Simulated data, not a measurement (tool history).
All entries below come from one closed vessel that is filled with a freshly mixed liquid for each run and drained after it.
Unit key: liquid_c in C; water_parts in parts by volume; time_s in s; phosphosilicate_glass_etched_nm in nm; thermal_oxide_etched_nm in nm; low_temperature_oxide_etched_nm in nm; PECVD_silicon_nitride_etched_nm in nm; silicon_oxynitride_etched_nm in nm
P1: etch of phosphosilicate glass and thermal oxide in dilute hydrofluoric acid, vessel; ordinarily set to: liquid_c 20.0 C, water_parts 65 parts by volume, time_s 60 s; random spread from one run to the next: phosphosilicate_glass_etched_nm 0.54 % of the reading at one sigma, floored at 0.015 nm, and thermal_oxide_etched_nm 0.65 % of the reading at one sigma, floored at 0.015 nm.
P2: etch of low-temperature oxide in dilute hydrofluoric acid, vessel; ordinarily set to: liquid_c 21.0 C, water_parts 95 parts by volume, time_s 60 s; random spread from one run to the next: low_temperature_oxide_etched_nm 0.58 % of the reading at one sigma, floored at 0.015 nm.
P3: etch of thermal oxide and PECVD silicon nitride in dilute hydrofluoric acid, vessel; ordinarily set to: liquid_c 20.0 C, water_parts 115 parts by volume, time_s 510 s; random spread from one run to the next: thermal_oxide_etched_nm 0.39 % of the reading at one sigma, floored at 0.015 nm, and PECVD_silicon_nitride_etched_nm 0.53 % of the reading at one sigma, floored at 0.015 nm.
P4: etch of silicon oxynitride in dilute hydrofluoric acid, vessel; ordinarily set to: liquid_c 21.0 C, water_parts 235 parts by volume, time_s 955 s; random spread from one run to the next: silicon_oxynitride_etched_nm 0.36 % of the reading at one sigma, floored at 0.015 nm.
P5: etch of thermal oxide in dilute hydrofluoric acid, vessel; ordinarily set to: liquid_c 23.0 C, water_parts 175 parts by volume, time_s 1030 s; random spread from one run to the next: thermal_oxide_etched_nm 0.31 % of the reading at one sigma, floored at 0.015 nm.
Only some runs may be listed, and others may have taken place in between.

| run | hour | process | liquid_c | water_parts | time_s | hours since the thermometer was replaced | hours since the hydrofluoric acid flow meter was replaced | phosphosilicate_glass_etched_nm | thermal_oxide_etched_nm | low_temperature_oxide_etched_nm | PECVD_silicon_nitride_etched_nm | silicon_oxynitride_etched_nm |
|---|---|---|---|---|---|---|---|---|---|---|---|---|
| 1 | 12.1 | P1 | 20.0 | 65 | 60 | 329.5 | 779.1 | 101.570 | 3.7986 |  |  |  |
| 2 | 25.3 | P2 | 21.0 | 95 | 115 | 342.7 | 792.3 |  |  | 15.2060 |  |  |
| 3 | 42.7 | P2 | 17.0 | 95 | 60 | 360.1 | 809.7 |  |  | 6.7467 |  |  |
| 4 | 55.7 | P3 | 20.0 | 50 | 510 | 373.1 | 822.7 |  | 43.4100 |  | 15.1060 |  |
| 5 | 66.3 | P3 | 20.0 | 115 | 170 | 383.7 | 833.3 |  | 5.8736 |  | 2.2529 |  |
| 6 | 80.7 | P1 | 20.0 | 65 | 60 | 398.1 | 847.7 | 101.730 | 3.8379 |  |  |  |
| 7 | 97.8 | P3 | 20.0 | 115 | 510 | 415.2 | 864.8 |  | 17.5860 |  | 6.6848 |  |
| 8 | 115.9 | P1 | 27.5 | 65 | 60 | 433.3 | 882.9 | 136.690 | 5.2019 |  |  |  |
| 9 | 130.6 | P4 | 21.0 | 55 | 955 | 448.0 | 897.6 |  |  |  |  | 27.6980 |
| 10 | 148.2 | P4 | 21.0 | 235 | 955 | 465.6 | 915.2 |  |  |  |  | 5.6915 |
| 11 | 163.5 | P1 | 20.0 | 40 | 60 | 480.9 | 930.5 | 168.190 | 6.4198 |  |  |  |
| 12 | 172.1 | P1 | 20.0 | 65 | 60 | 489.5 | 939.1 | 101.080 | 3.8865 |  |  |  |
| 13 | 187.0 | P2 | 21.0 | 95 | 60 | 504.4 | 954.0 |  |  | 7.9020 |  |  |
| 14 | 201.5 | P4 | 21.0 | 235 | 955 | 518.9 | 968.5 |  |  |  |  | 5.6981 |
| 15 | 212.2 | P5 | 17.5 | 175 | 1030 | 529.6 | 979.2 |  | 19.3200 |  |  |  |
| 16 | 220.8 | P5 | 23.0 | 175 | 1030 | 538.2 | 987.8 |  | 23.9500 |  |  |  |
| 17 | 232.3 | P5 | 23.0 | 175 | 470 | 549.7 | 999.3 |  | 10.9430 |  |  |  |
| 18 | 248.7 | P5 | 23.0 | 40 | 1030 | 566.1 | 1015.7 |  | 123.2700 |  |  |  |
| 19 | 261.7 | P3 | 27.5 | 115 | 510 | 579.1 | 1028.7 |  | 23.4920 |  | 11.0090 |  |
| 20 | 277.6 | P1 | 17.0 | 65 | 60 | 595.0 | 1044.6 | 88.829 | 3.4124 |  |  |  |
| 21 | 292.0 | P1 | 20.0 | 65 | 60 | 609.4 | 1059.0 | 101.030 | 3.8494 |  |  |  |
| 22 | 299.8 | P1 | 20.0 | 65 | 60 | 617.2 | 1066.8 | 101.230 | 3.8419 |  |  |  |
| 23 | 308.0 | P1 | 20.0 | 95 | 60 | 625.4 | 1075.0 | 67.150 | 2.5261 |  |  |  |
| 24 | 324.0 | P1 | 20.0 | 65 | 85 | 641.4 | 1091.0 | 142.880 | 5.4871 |  |  |  |
| 25 | 332.3 | P1 | 20.0 | 65 | 30 | 649.7 | 1099.3 | 51.018 | 1.9135 |  |  |  |
| 26 | 348.5 | P1 | 20.0 | 65 | 60 | 665.9 | 1115.5 | 101.990 | 3.8323 |  |  |  |
| 27 | 358.1 | P4 | 21.0 | 235 | 1530 | 675.5 | 1125.1 |  |  |  |  | 9.1453 |
| 28 | 372.3 | P4 | 26.5 | 235 | 955 | 689.7 | 1139.3 |  |  |  |  | 7.3221 |
| 29 | 381.0 | P2 | 21.0 | 95 | 60 | 698.4 | 1148.0 |  |  | 8.0418 |  |  |
| 30 | 398.2 | P5 | 23.0 | 175 | 1030 | 715.6 | 1165.2 |  | 23.9760 |  |  |  |
| 31 | 415.8 | P2 | 21.0 | 40 | 60 | 733.2 | 1182.8 |  |  | 20.2460 |  |  |
| 32 | 426.8 | P1 | 26.5 | 90 | 60 | 744.2 | 1193.8 | 93.057 | 3.4711 |  |  |  |
| 33 | 438.7 | P1 | 20.0 | 65 | 60 | 756.1 | 1205.7 | 100.850 | 3.8492 |  |  |  |
| 34 | 451.4 | P1 | 20.0 | 65 | 60 | 768.8 | 1218.4 | 103.830 | 3.9409 |  |  |  |
| 35 | 463.8 | P1 | 20.0 | 65 | 60 | 781.2 | 1230.8 | 105.670 | 3.9816 |  |  |  |
| 36 | 472.2 | P1 | 20.0 | 65 | 60 | 789.6 | 1239.2 | 105.820 | 3.9987 |  |  |  |
| 37 | 486.7 | P1 | 20.0 | 65 | 60 | 804.1 | 1253.7 | 107.610 | 4.0405 |  |  |  |
| 38 | 502.9 | P1 | 20.0 | 65 | 60 | 820.3 | 1269.9 | 108.690 | 4.1270 |  |  |  |
| 39 | 516.0 | P1 | 20.0 | 65 | 60 | 833.4 | 1283.0 | 108.490 | 4.1388 |  |  |  |
| 40 | 529.7 | P1 | 20.0 | 65 | 60 | 847.1 | 1296.7 | 108.720 | 4.0621 |  |  |  |
| 41 | 547.0 | P1 | 20.0 | 65 | 60 | 864.4 | 1314.0 | 108.550 | 4.1289 |  |  |  |
| 42 | 563.5 | P1 | 20.0 | 65 | 60 | 880.9 | 1330.5 | 110.140 | 4.0993 |  |  |  |
| 43 | 573.7 | P1 | 20.0 | 65 | 60 | 891.1 | 1340.7 | 109.700 | 4.1116 |  |  |  |

Something has made what P1 gives creep away from where it was; the 2 causes below, each at its own stated size, fit the log equally well:
A: hydrofluoric acid flow above the setpoint (%) = 7.36
B: liquid hotter than its thermometer reads (K) = 1.83
Onset of the creep was near hour 438.7.

Listed below are the offered check runs, one wafer per run, with question marks in place of results. For which of them would the causes give clearly different outcomes?
| check 1 | 583.9 | P3 | 27.0 | 115 | 510 |  |  |  | ? |  | ? |  |
| check 2 | 583.9 | P2 | 17.5 | 95 | 105 |  |  |  |  | ? |  |  |
| check 3 | 583.9 | P4 | 21.0 | 160 | 1470 |  |  |  |  |  |  | ? |
| check 4 | 583.9 | P5 | 23.0 | 40 | 1030 |  |  |  | ? |  |  |  |

If the cause were each of the candidates in turn, the checks would give the following:
| check | result | if A | if B |
|---|---|---|---|
| check 1 | thermal_oxide_etched_nm | 25.1150 | 24.8130 |
| check 1 | PECVD_silicon_nitride_etched_nm | 11.4680 | 11.9970 |
| check 2 | low_temperature_oxide_etched_nm | 13.1280 | 13.1090 |
| check 3 | silicon_oxynitride_etched_nm | 14.6950 | 14.7880 |
| check 4 | thermal_oxide_etched_nm | 132.6200 | 132.8100 |
Per check, the gap between the least separated pair of causes, taken in the result that splits them most: check 1 4.51 %; check 2 0.14 %; check 3 0.63 %; check 4 0.14 %
Check 1 is the one run that separates the causes; every other check would come out nearly the same whichever cause is at work.

Check 1 was carried out, with these results: thermal_oxide_etched_nm 25.3260 nm; PECVD_silicon_nitride_etched_nm 11.5150 nm. Which of the listed causes is responsible?

The cause is A: hydrofluoric acid flow above the setpoint (%).
